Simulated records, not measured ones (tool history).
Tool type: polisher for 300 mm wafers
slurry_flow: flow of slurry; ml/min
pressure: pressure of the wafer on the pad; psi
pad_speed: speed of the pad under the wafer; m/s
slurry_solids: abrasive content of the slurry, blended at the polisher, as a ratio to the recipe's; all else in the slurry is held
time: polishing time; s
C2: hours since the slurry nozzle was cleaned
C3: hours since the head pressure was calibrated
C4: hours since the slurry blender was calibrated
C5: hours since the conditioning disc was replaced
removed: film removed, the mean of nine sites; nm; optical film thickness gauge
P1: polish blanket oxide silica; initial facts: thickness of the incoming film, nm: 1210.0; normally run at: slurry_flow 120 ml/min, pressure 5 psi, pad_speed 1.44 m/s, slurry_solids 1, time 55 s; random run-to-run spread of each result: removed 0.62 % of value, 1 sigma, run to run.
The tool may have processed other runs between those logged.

run 1 day=0.35 | slurry_flow=120 pressure=5 pad_speed=1.44 slurry_solids=1 time=55 | wafers_polished_on_this_pad=304 C2=65.1 C3=701.3 C4=87.4 C5=307.2 | removed=292.65
run 2 day=0.608 | slurry_flow=120 pressure=2.3 pad_speed=1.44 slurry_solids=1 time=55 | wafers_polished_on_this_pad=401 C2=71.3 C3=707.5 C4=93.6 C5=313.4 | removed=135.24
run 3 day=0.954 | slurry_flow=120 pressure=5 pad_speed=1.44 slurry_solids=1 time=55 | wafers_polished_on_this_pad=532 C2=79.6 C3=715.8 C4=101.9 C5=321.7 | removed=295.6
run 4 day=1.454 | slurry_flow=120 pressure=6.6 pad_speed=1.44 slurry_solids=1 time=55 | wafers_polished_on_this_pad=721 C2=91.6 C3=727.8 C4=113.9 C5=333.7 | removed=386.38
run 5 day=1.754 | slurry_flow=120 pressure=5 pad_speed=1.44 slurry_solids=1 time=83 | wafers_polished_on_this_pad=834 C2=98.8 C3=735 C4=121.1 C5=340.9 | removed=443.19
run 6 day=2.038 | slurry_flow=80 pressure=3.4 pad_speed=1.44 slurry_solids=1 time=55 | wafers_polished_on_this_pad=941 C2=105.6 C3=741.8 C4=127.9 C5=347.7 | removed=180.36
-- day=2.312 head pressure recalibrated
run 7 day=2.404 | slurry_flow=120 pressure=5 pad_speed=0.74 slurry_solids=1 time=74 | wafers_polished_on_this_pad=1079 C2=114.4 C3=2.3 C4=136.7 C5=356.5 | removed=229.06
-- day=2.471 slurry nozzle cleaned
-- day=2.6 conditioning disc replaced and pad reconditioned
run 8 day=2.688 | slurry_flow=120 pressure=5 pad_speed=2.1 slurry_solids=1 time=55 | wafers_polished_on_this_pad=1186 C2=5.2 C3=9.1 C4=143.5 C5=2.2 | removed=394.09
run 9 day=2.996 | slurry_flow=120 pressure=5 pad_speed=1.44 slurry_solids=1.4 time=55 | wafers_polished_on_this_pad=1303 C2=12.6 C3=16.5 C4=150.9 C5=9.6 | removed=335.32
run 10 day=3.492 | slurry_flow=185 pressure=5 pad_speed=1.44 slurry_solids=1 time=55 | wafers_polished_on_this_pad=1490 C2=24.5 C3=28.4 C4=162.8 C5=21.5 | removed=316.65
run 11 day=3.8 | slurry_flow=120 pressure=5 pad_speed=1.44 slurry_solids=1 time=55 | wafers_polished_on_this_pad=1606 C2=31.9 C3=35.8 C4=170.2 C5=28.9 | removed=292.35
run 12 day=4.3 | slurry_flow=120 pressure=5 pad_speed=1.44 slurry_solids=1 time=39 | wafers_polished_on_this_pad=1795 C2=43.9 C3=47.8 C4=182.2 C5=40.9 | removed=208.09
run 13 day=4.633 | slurry_flow=120 pressure=5 pad_speed=0.64 slurry_solids=1 time=55 | wafers_polished_on_this_pad=1921 C2=51.9 C3=55.8 C4=190.2 C5=48.9 | removed=152.2
run 14 day=4.979 | slurry_flow=120 pressure=5 pad_speed=1.44 slurry_solids=0.6 time=55 | wafers_polished_on_this_pad=2052 C2=60.2 C3=64.1 C4=198.5 C5=57.2 | removed=224.84
run 15 day=5.208 | slurry_flow=70 pressure=6.3 pad_speed=1.44 slurry_solids=1 time=55 | wafers_polished_on_this_pad=2138 C2=65.7 C3=69.6 C4=204 C5=62.7 | removed=314.87
run 16 day=5.55 | slurry_flow=90 pressure=5 pad_speed=1.44 slurry_solids=1 time=55 | wafers_polished_on_this_pad=2267 C2=73.9 C3=77.8 C4=212.2 C5=70.9 | removed=271.61
run 17 day=6.017 | slurry_flow=120 pressure=5 pad_speed=1.44 slurry_solids=1 time=55 | wafers_polished_on_this_pad=2444 C2=85.1 C3=89 C4=223.4 C5=82.1 | removed=293.64
run 18 day=6.512 | slurry_flow=120 pressure=5 pad_speed=1.44 slurry_solids=1 time=55 | wafers_polished_on_this_pad=2631 C2=97 C3=100.9 C4=235.3 C5=94 | removed=289.83
run 19 day=7.004 | slurry_flow=120 pressure=5 pad_speed=1.44 slurry_solids=1 time=55 | wafers_polished_on_this_pad=2816 C2=108.8 C3=112.7 C4=247.1 C5=105.8 | removed=280.57
run 20 day=7.446 | slurry_flow=120 pressure=5 pad_speed=1.44 slurry_solids=1 time=55 | wafers_polished_on_this_pad=2983 C2=119.4 C3=123.3 C4=257.7 C5=116.4 | removed=275.31

The next listed run, before its measurement:
run 21 day=7.683 | slurry_flow=120 pressure=5 pad_speed=1.44 slurry_solids=1 time=55 | wafers_polished_on_this_pad=3073 C2=125.1 C3=129 C4=263.4 C5=122.1 | removed=?

{"run 21": {"removed": 270.98}}

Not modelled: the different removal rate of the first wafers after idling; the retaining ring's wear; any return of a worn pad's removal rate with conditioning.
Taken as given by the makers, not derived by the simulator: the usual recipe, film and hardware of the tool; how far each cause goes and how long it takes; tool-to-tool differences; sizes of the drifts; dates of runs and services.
